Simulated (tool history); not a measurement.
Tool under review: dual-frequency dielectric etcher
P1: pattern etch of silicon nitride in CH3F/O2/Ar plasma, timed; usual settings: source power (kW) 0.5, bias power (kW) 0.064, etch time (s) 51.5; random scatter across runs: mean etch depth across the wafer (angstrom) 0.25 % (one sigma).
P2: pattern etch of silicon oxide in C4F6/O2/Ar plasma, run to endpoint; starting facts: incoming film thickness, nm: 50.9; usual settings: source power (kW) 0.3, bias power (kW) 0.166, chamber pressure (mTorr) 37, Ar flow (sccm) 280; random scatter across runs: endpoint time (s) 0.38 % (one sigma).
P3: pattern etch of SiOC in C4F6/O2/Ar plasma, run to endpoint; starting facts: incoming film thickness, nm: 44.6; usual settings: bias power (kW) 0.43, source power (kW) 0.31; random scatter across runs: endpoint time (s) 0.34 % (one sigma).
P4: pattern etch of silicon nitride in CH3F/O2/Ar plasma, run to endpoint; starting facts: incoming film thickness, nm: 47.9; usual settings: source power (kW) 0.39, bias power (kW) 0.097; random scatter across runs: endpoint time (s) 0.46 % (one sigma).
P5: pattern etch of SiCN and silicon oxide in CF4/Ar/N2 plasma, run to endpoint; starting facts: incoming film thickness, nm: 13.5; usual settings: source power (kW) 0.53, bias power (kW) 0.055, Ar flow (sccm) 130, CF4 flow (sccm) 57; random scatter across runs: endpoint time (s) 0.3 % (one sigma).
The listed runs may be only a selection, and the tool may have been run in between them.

run,hour,process that ran,source power (kW),bias power (kW),etch time (s),Ar flow (sccm),CF4 flow (sccm),chamber pressure (mTorr),hours since the last wet clean,hours since the last source power generator calibration,hours since the last bias power generator calibration,mean etch depth across the wafer (angstrom),endpoint time (s)
1,11.7,P1,0.5,0.064,51.5,,,,357.6,2231,2921.3,389.85,
2,24.1,P1,0.66,0.064,51.5,,,,370,2243.4,2933.7,432.15,
3,33.4,P4,0.39,0.134,,,,,379.3,2252.7,2943,,54.74
4,41.5,P5,0.53,0.055,,85,57,,387.4,2260.8,2951.1,,14.837
5,49.7,P2,0.3,0.166,,375,,37,395.6,2269,2959.3,,18.926
6,59.2,P1,0.62,0.064,76,,,,405.1,2278.5,2968.8,624.14,
7,72.3,P2,0.3,0.166,,280,,37,418.2,2291.6,2981.9,,18.414
8,80.4,P2,0.3,0.166,,280,,37,426.3,2299.7,2990,,18.314
9,93.3,P5,0.53,0.055,,130,35,,439.2,2312.6,3002.9,,17.545
10,103.9,P1,0.5,0.064,51.5,,,,449.8,2323.2,3013.5,386.98,
11,117.2,P4,0.26,0.097,,,,,463.1,2336.5,3026.8,,71.913
12,127.2,P2,0.3,0.224,,280,,37,473.1,2346.5,3036.8,,16.534
13,134.6,P1,0.5,0.04,51.5,,,,480.5,2353.9,3044.2,337.47,
14,143.9,P1,0.5,0.081,51.5,,,,489.8,2363.2,3053.5,423.35,
15,149.9,P1,0.5,0.064,37.5,,,,495.8,2369.2,3059.5,281.65,
16,157.4,P1,0.4,0.064,51.5,,,,503.3,2376.7,3067,356.95,
17,170.6,P1,0.5,0.064,51.5,,,,516.5,2389.9,3080.2,386.82,
18,183.2,P2,0.2,0.166,,280,,37,529.1,2402.5,3092.8,,21.516
19,195.1,P3,0.31,0.43,,,,,541,2414.4,3104.7,,17.003
20,203.3,P2,0.3,0.166,,280,,44,549.2,2422.6,3112.9,,18.769
# hour 204.7: wet clean of the chamber
21,211.7,P3,0.19,0.43,,,,,7.1,2431,3121.3,,20.281
22,223.2,P5,0.53,0.055,,130,57,,18.6,2442.5,3132.8,,15.925
23,233.5,P1,0.5,0.064,76,,,,28.9,2452.8,3143.1,573.53,
24,241.8,P4,0.39,0.097,,,,,37.2,2461.1,3151.4,,62.679
25,252.3,P3,0.31,0.43,,,,,47.7,2471.6,3161.9,,17.034
26,261.8,P1,0.5,0.064,51.5,,,,57.2,2481.1,3171.4,390.8,
27,274.5,P5,0.53,0.034,,130,57,,69.9,2493.8,3184.1,,18.644
28,284.6,P5,0.72,0.055,,130,57,,80,2503.9,3194.2,,12.161
29,297.7,P3,0.31,0.586,,,,,93.1,2517,3207.3,,15.115
30,303.8,P1,0.5,0.064,51.5,,,,99.2,2523.1,3213.4,388.77,
31,313,P1,0.5,0.064,51.5,,,,108.4,2532.3,3222.6,390.58,
32,321,P1,0.5,0.064,51.5,,,,116.4,2540.3,3230.6,391.75,
33,330.1,P1,0.5,0.064,51.5,,,,125.5,2549.4,3239.7,394.61,
34,336.6,P1,0.5,0.064,51.5,,,,132,2555.9,3246.2,393.92,
35,348.3,P1,0.5,0.064,51.5,,,,143.7,2567.6,3257.9,393.65,
# hour 348.8: wet clean of the chamber
36,359.1,P1,0.5,0.064,51.5,,,,10.4,2578.4,3268.7,395.53,
37,371.9,P1,0.5,0.064,51.5,,,,23.2,2591.2,3281.5,394.55,
38,382.8,P1,0.5,0.064,51.5,,,,34.1,2602.1,3292.4,394.77,

Something has made what P1 gives creep away from where it was; the 2 causes below, each at its own stated size, fit the log equally well:
A: source power that arrives over what is set, % = 4
B: bias power that arrives over what is set, % = 4.69
At approximately hour 303.8, the process output began to creep.
Each remaining cause and why it is not a fit:
chamber walls in a state that raises the etch rate, %: work on it at hour 348.8, done after the drift set in, did not restore what the process gave before

Listed below are the offered check runs, one wafer per run, with question marks in place of results. For which of them would the causes give clearly different outcomes?
check 1,393.7,P2,0.3,0.221,,350,,37,,,,,?
check 2,393.7,P5,0.53,0.034,,97,57,,,,,,?
check 3,393.7,P3,0.2,0.43,,,,,,,,,?
check 4,393.7,P4,0.29,0.134,,,,,,,,,?

Check results expected under each cause:
check,result,if A,if B
check 1,endpoint time (s),16.84,16.832
check 2,endpoint time (s),16.886,17.268
check 3,endpoint time (s),19.682,19.624
check 4,endpoint time (s),60.508,60.283
Gap, in per cent, between the two causes that each check separates least, read from the result that separates them most: check 1 0.05 %; check 2 2.24 %; check 3 0.3 %; check 4 0.37 %
Check 2 is the one run that separates the causes; every other check would come out nearly the same whichever cause is at work.

The results of check 2 are: endpoint time (s) 16.943. Based on these, which of the listed causes is it?

It is A: source power that arrives over what is set, %.

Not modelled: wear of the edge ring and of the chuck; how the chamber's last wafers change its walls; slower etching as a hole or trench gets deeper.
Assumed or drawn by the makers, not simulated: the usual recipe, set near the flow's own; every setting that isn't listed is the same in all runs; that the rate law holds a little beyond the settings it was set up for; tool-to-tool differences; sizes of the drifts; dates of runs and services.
